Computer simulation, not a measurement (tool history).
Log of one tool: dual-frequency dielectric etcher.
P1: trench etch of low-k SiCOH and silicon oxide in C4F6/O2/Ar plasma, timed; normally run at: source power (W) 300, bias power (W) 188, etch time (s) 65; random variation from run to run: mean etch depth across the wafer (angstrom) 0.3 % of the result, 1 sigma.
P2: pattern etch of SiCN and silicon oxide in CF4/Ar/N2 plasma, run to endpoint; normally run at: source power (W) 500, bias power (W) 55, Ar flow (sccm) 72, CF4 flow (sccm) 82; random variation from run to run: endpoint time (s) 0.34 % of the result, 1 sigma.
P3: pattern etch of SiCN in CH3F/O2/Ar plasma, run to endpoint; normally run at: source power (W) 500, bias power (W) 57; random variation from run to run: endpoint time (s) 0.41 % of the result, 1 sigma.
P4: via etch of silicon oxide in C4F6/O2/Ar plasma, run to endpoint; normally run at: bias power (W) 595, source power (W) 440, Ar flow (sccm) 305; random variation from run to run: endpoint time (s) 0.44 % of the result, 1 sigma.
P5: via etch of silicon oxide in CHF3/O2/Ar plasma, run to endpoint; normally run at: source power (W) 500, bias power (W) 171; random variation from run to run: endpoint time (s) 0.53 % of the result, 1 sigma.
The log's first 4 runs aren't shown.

run	hour	process that ran	source power (W)	bias power (W)	etch time (s)	Ar flow (sccm)	CF4 flow (sccm)	hours since the last wet clean	hours since the last source power generator calibration	hours since the last bias power generator calibration	mean etch depth across the wafer (angstrom)	endpoint time (s)
5	57.1	P2	500	55		72	99	481.9	1120.7	1390.4		15.578
6	63.3	P1	300	188	65			488.1	1126.9	1396.6	1889.3	
7	69	P1	300	188	80			493.8	1132.6	1402.3	2327.4	
8	74.9	P1	300	250	65			499.7	1138.5	1408.2	2075	
9	85.8	P2	410	55		72	82	510.6	1149.4	1419.1		19.053
10	95.7	P1	300	236	79.5			520.5	1159.3	1429	2487.9	
11	102.1	P5	620	171				526.9	1165.7	1435.4		235.47
12	111.4	P3	500	57				536.2	1175	1444.7		21.339
13	121.7	P4	560	595		305		546.5	1185.3	1455		23.869
14	133.7	P2	500	41		72	82	558.5	1197.3	1467		17.326
15	145.6	P3	500	44				570.4	1209.2	1478.9		23.173
16	154.4	P1	300	188	65			579.2	1218	1487.7	1896	
17	161.3	P1	170	188	89.5			586.1	1224.9	1494.6	2081.2	
18	174	P4	440	595		305		598.8	1237.6	1507.3		26.227
19	182.8	P1	300	188	65			607.6	1246.4	1516.1	1890.6	
20	188.9	P4	440	595		305		613.7	1252.5	1522.2		26.228
21	199.2	P4	440	595		206		624	1262.8	1532.5		25.056
22	207.6	P2	500	55		58	82	632.4	1271.2	1540.9		15.62
23	219.1	P1	300	188	65			643.9	1282.7	1552.4	1897.2	

The next listed run, before its measurement:
24	228.6	P1	170	188	65			653.4	1292.2	1561.9	?	

mean etch depth across the wafer (angstrom): 1515.4
